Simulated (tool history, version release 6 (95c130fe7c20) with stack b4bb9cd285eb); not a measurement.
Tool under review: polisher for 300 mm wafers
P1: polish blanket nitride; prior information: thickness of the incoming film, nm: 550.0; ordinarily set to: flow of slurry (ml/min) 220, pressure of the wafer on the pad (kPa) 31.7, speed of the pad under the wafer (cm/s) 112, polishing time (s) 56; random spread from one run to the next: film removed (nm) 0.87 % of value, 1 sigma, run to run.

| run | hour | flow of slurry (ml/min) | pressure of the wafer on the pad (kPa) | speed of the pad under the wafer (cm/s) | polishing time (s) | wafers polished on this pad | hours since the slurry nozzle was cleaned | hours since the head pressure was calibrated | film removed (nm) |
|---|---|---|---|---|---|---|---|---|---|
| 1 | 4.1 | 220 | 31.7 | 112 | 56 | 627 | 288.3 | 837.4 | 167.28 |
| 2 | 10 | 220 | 15.9 | 112 | 56 | 667 | 294.2 | 843.3 | 82.656 |
| 3 | 15.1 | 295 | 31.7 | 58 | 56 | 701 | 299.3 | 848.4 | 100.51 |
| 4 | 18.9 | 130 | 31.7 | 112 | 56 | 727 | 303.1 | 852.2 | 151.19 |
| 5 | 23.2 | 220 | 31.7 | 112 | 56 | 756 | 307.4 | 856.5 | 164.72 |
| 6 | 26.9 | 220 | 31.7 | 112 | 56 | 782 | 311.1 | 860.2 | 167.01 |
| 7 | 31.9 | 220 | 31.7 | 112 | 36 | 816 | 316.1 | 865.2 | 105.87 |
| 8 | 35.8 | 220 | 31.7 | 112 | 89 | 842 | 320 | 869.1 | 262.33 |
| 9 | 39.7 | 340 | 31.7 | 112 | 56 | 869 | 323.9 | 873 | 174.92 |
| 10 | 44.9 | 220 | 49.6 | 112 | 56 | 904 | 329.1 | 878.2 | 260.15 |
| 11 | 49.7 | 220 | 31.7 | 168 | 56 | 937 | 333.9 | 883 | 229.63 |
| 12 | 55.7 | 220 | 31.7 | 150 | 31 | 977 | 339.9 | 889 | 116.43 |
| 13 | 62.3 | 220 | 31.7 | 112 | 56 | 1022 | 346.5 | 895.6 | 165.55 |
| 14 | 67.1 | 220 | 31.7 | 80 | 56 | 1055 | 351.3 | 900.4 | 126.36 |
|  | 67.4 | head pressure recalibrated |
| 15 | 71.5 | 220 | 31.7 | 112 | 56 | 1085 | 355.7 | 4.2 | 165.66 |
| 16 | 74.9 | 220 | 31.7 | 112 | 56 | 1108 | 359.1 | 7.6 | 164.33 |
| 17 | 81.5 | 220 | 31.7 | 112 | 56 | 1153 | 365.7 | 14.2 | 166.53 |
| 18 | 86.7 | 220 | 31.7 | 112 | 56 | 1188 | 370.9 | 19.4 | 159.53 |
| 19 | 91.4 | 220 | 31.7 | 112 | 56 | 1220 | 375.6 | 24.1 | 158.37 |
|  | 94.4 | worn pad replaced by a new one |
| 20 | 98.3 | 220 | 31.7 | 112 | 56 | 26 | 382.5 | 31 | 157.54 |
| 21 | 103.7 | 220 | 31.7 | 112 | 56 | 63 | 387.9 | 36.4 | 155.56 |
| 22 | 107 | 220 | 31.7 | 112 | 56 | 85 | 391.2 | 39.7 | 156.19 |
| 23 | 110.4 | 220 | 31.7 | 112 | 56 | 109 | 394.6 | 43.1 | 155 |
| 24 | 115.4 | 220 | 31.7 | 112 | 56 | 143 | 399.6 | 48.1 | 158 |
| 25 | 121.8 | 220 | 31.7 | 112 | 56 | 186 | 406 | 54.5 | 155.62 |

The log shows P1 creeping away from where it was. Any of the 2 causes listed here, at the size stated for it, fits the log just as well as the others:
A: head's pressure below its setpoint, % = 5.95
B: slurry flow missing at the pad, % = 33.9
The drift started at roughly hour 74.9.
What rules out each remaining cause:
removal rate lost through wear of the pad, %: serviced after onset, at hour 94.4, with no recovery of the prior output

4 check runs are offered, each on 3 wafers whose results are averaged, their results left as question marks. Which one tells the causes apart?
| check 1 | 128.2 | 220 | 31.7 | 134 | 56 |  |  |  | ? |
| check 2 | 128.2 | 130 | 31.7 | 112 | 56 |  |  |  | ? |
| check 3 | 128.2 | 260 | 31.7 | 150 | 56 |  |  |  | ? |
| check 4 | 128.2 | 220 | 22.8 | 112 | 56 |  |  |  | ? |

Expected result of each check under each candidate cause:
| check | result | if A | if B |
|---|---|---|---|
| check 1 | film removed (nm) | 180.83 | 180.83 |
| check 2 | film removed (nm) | 144.26 | 138.91 |
| check 3 | film removed (nm) | 201.65 | 203.45 |
| check 4 | film removed (nm) | 112.39 | 112.39 |
Per check, the gap between the least separated pair of causes, taken in the result that splits them most: check 1 0 %; check 2 3.78 %; check 3 0.89 %; check 4 0 %
Only in check 2 would the causes give clearly different results; in the remaining checks their results would be nearly the same.

Check 2 was carried out, with these results: film removed (nm) 138.28. Which of the listed causes is responsible?

Of the candidate causes, it is B: slurry flow missing at the pad, %.
